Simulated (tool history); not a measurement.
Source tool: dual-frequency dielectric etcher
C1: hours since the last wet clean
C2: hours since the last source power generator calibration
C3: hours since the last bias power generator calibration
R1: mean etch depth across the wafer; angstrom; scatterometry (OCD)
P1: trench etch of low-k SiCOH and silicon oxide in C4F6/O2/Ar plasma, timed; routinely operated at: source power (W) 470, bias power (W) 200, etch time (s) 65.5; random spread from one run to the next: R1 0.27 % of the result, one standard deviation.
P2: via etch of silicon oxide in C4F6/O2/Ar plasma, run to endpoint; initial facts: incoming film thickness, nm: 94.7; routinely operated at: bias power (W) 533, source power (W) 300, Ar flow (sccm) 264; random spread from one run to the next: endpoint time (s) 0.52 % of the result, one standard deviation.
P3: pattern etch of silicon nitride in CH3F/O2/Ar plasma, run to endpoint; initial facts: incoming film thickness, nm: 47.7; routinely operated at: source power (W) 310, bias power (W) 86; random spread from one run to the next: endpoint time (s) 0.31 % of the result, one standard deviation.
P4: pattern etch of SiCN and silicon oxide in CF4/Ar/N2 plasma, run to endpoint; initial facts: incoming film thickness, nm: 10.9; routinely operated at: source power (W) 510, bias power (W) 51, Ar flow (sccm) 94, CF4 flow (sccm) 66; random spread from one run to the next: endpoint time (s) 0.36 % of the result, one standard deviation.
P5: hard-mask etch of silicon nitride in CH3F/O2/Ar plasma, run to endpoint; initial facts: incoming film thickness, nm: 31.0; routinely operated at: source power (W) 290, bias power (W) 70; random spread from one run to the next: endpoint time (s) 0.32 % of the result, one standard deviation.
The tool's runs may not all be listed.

{"run": 1, "hour": 16.3, "process that ran": "P1", "source power (W)": 470, "bias power (W)": 200, "etch time (s)": 65.5, "C1": 396.4, "C2": 709.3, "C3": 840.2, "R1": 2363.2}
{"run": 2, "hour": 29.0, "process that ran": "P1", "source power (W)": 470, "bias power (W)": 200, "etch time (s)": 36.0, "C1": 409.1, "C2": 722.0, "C3": 852.9, "R1": 1292.5}
{"run": 3, "hour": 46.0, "process that ran": "P1", "source power (W)": 470, "bias power (W)": 200, "etch time (s)": 65.5, "C1": 426.1, "C2": 739.0, "C3": 869.9, "R1": 2361.7}
{"run": 4, "hour": 54.0, "process that ran": "P5", "source power (W)": 290, "bias power (W)": 94, "C1": 434.1, "C2": 747.0, "C3": 877.9, "endpoint time (s)": 43.756}
{"run": 5, "hour": 69.5, "process that ran": "P4", "source power (W)": 510, "bias power (W)": 51, "Ar flow (sccm)": 94, "CF4 flow (sccm)": 66, "C1": 449.6, "C2": 762.5, "C3": 893.4, "endpoint time (s)": 12.417}
{"run": 6, "hour": 84.2, "process that ran": "P4", "source power (W)": 510, "bias power (W)": 51, "Ar flow (sccm)": 94, "CF4 flow (sccm)": 40, "C1": 464.3, "C2": 777.2, "C3": 908.1, "endpoint time (s)": 13.555}
{"run": 7, "hour": 97.5, "process that ran": "P3", "source power (W)": 430, "bias power (W)": 86, "C1": 477.6, "C2": 790.5, "C3": 921.4, "endpoint time (s)": 64.482}
{"run": 8, "hour": 107.2, "process that ran": "P1", "source power (W)": 470, "bias power (W)": 121, "etch time (s)": 65.5, "C1": 487.3, "C2": 800.2, "C3": 931.1, "R1": 2033.2}
{"run": 9, "hour": 118.0, "process that ran": "P2", "source power (W)": 300, "bias power (W)": 533, "Ar flow (sccm)": 154, "C1": 498.1, "C2": 811.0, "C3": 941.9, "endpoint time (s)": 20.724}
{"run": 10, "hour": 134.5, "process that ran": "P1", "source power (W)": 470, "bias power (W)": 249, "etch time (s)": 65.5, "C1": 514.6, "C2": 827.5, "C3": 958.4, "R1": 2528.6}
{"run": 11, "hour": 142.7, "process that ran": "P3", "source power (W)": 310, "bias power (W)": 86, "C1": 522.8, "C2": 835.7, "C3": 966.6, "endpoint time (s)": 72.709}
{"run": 12, "hour": 155.8, "process that ran": "P3", "source power (W)": 310, "bias power (W)": 86, "C1": 535.9, "C2": 848.8, "C3": 979.7, "endpoint time (s)": 72.84}
{"run": 13, "hour": 170.3, "process that ran": "P1", "source power (W)": 470, "bias power (W)": 200, "etch time (s)": 83.0, "C1": 550.4, "C2": 863.3, "C3": 994.2, "R1": 2994.0}
{"run": 14, "hour": 183.0, "process that ran": "P1", "source power (W)": 570, "bias power (W)": 200, "etch time (s)": 36.5, "C1": 563.1, "C2": 876.0, "C3": 1006.9, "R1": 1424.0}
{"run": 15, "hour": 196.0, "process that ran": "P4", "source power (W)": 510, "bias power (W)": 51, "Ar flow (sccm)": 113, "CF4 flow (sccm)": 66, "C1": 576.1, "C2": 889.0, "C3": 1019.9, "endpoint time (s)": 12.896}
{"run": 16, "hour": 213.1, "process that ran": "P1", "source power (W)": 290, "bias power (W)": 200, "etch time (s)": 36.0, "C1": 593.2, "C2": 906.1, "C3": 1037.0, "R1": 1078.2}
{"run": 17, "hour": 226.5, "process that ran": "P1", "source power (W)": 610, "bias power (W)": 200, "etch time (s)": 65.5, "C1": 606.6, "C2": 919.5, "C3": 1050.4, "R1": 2599.9}
{"run": 18, "hour": 242.9, "process that ran": "P4", "source power (W)": 510, "bias power (W)": 31, "Ar flow (sccm)": 94, "CF4 flow (sccm)": 66, "C1": 623.0, "C2": 935.9, "C3": 1066.8, "endpoint time (s)": 14.409}
{"run": 19, "hour": 252.4, "process that ran": "P1", "source power (W)": 470, "bias power (W)": 200, "etch time (s)": 65.5, "C1": 632.5, "C2": 945.4, "C3": 1076.3, "R1": 2367.7}
{"run": 20, "hour": 267.4, "process that ran": "P2", "source power (W)": 390, "bias power (W)": 533, "Ar flow (sccm)": 264, "C1": 647.5, "C2": 960.4, "C3": 1091.3, "endpoint time (s)": 19.98}
{"run": 21, "hour": 278.7, "process that ran": "P5", "source power (W)": 220, "bias power (W)": 70, "C1": 658.8, "C2": 971.7, "C3": 1102.6, "endpoint time (s)": 53.863}
{"run": 22, "hour": 290.6, "process that ran": "P4", "source power (W)": 340, "bias power (W)": 51, "Ar flow (sccm)": 94, "CF4 flow (sccm)": 66, "C1": 670.7, "C2": 983.6, "C3": 1114.5, "endpoint time (s)": 17.845}
{"run": 23, "hour": 302.8, "process that ran": "P1", "source power (W)": 330, "bias power (W)": 200, "etch time (s)": 65.5, "C1": 682.9, "C2": 995.8, "C3": 1126.7, "R1": 2055.8}
{"run": 24, "hour": 317.9, "process that ran": "P1", "source power (W)": 470, "bias power (W)": 200, "etch time (s)": 65.5, "C1": 698.0, "C2": 1010.9, "C3": 1141.8, "R1": 2367.6}
{"run": 25, "hour": 326.7, "process that ran": "P2", "source power (W)": 300, "bias power (W)": 533, "Ar flow (sccm)": 264, "C1": 706.8, "C2": 1019.7, "C3": 1150.6, "endpoint time (s)": 22.019}
{"run": 26, "hour": 342.8, "process that ran": "P2", "source power (W)": 300, "bias power (W)": 692, "Ar flow (sccm)": 264, "C1": 722.9, "C2": 1035.8, "C3": 1166.7, "endpoint time (s)": 19.921}
{"run": 27, "hour": 352.9, "process that ran": "P1", "source power (W)": 470, "bias power (W)": 200, "etch time (s)": 65.5, "C1": 733.0, "C2": 1045.9, "C3": 1176.8, "R1": 2357.4}
{"run": 28, "hour": 366.1, "process that ran": "P4", "source power (W)": 510, "bias power (W)": 51, "Ar flow (sccm)": 94, "CF4 flow (sccm)": 66, "C1": 746.2, "C2": 1059.1, "C3": 1190.0, "endpoint time (s)": 12.381}
{"run": 29, "hour": 374.7, "process that ran": "P3", "source power (W)": 310, "bias power (W)": 52, "C1": 754.8, "C2": 1067.7, "C3": 1198.6, "endpoint time (s)": 86.004}

Run 30 is up next; what results do you expect?
{"run": 30, "hour": 388.4, "process that ran": "P5", "source power (W)": 290, "bias power (W)": 70, "C1": 768.5, "C2": 1081.4, "C3": 1212.3, "endpoint time (s)": "?"}

endpoint time (s): 48.833
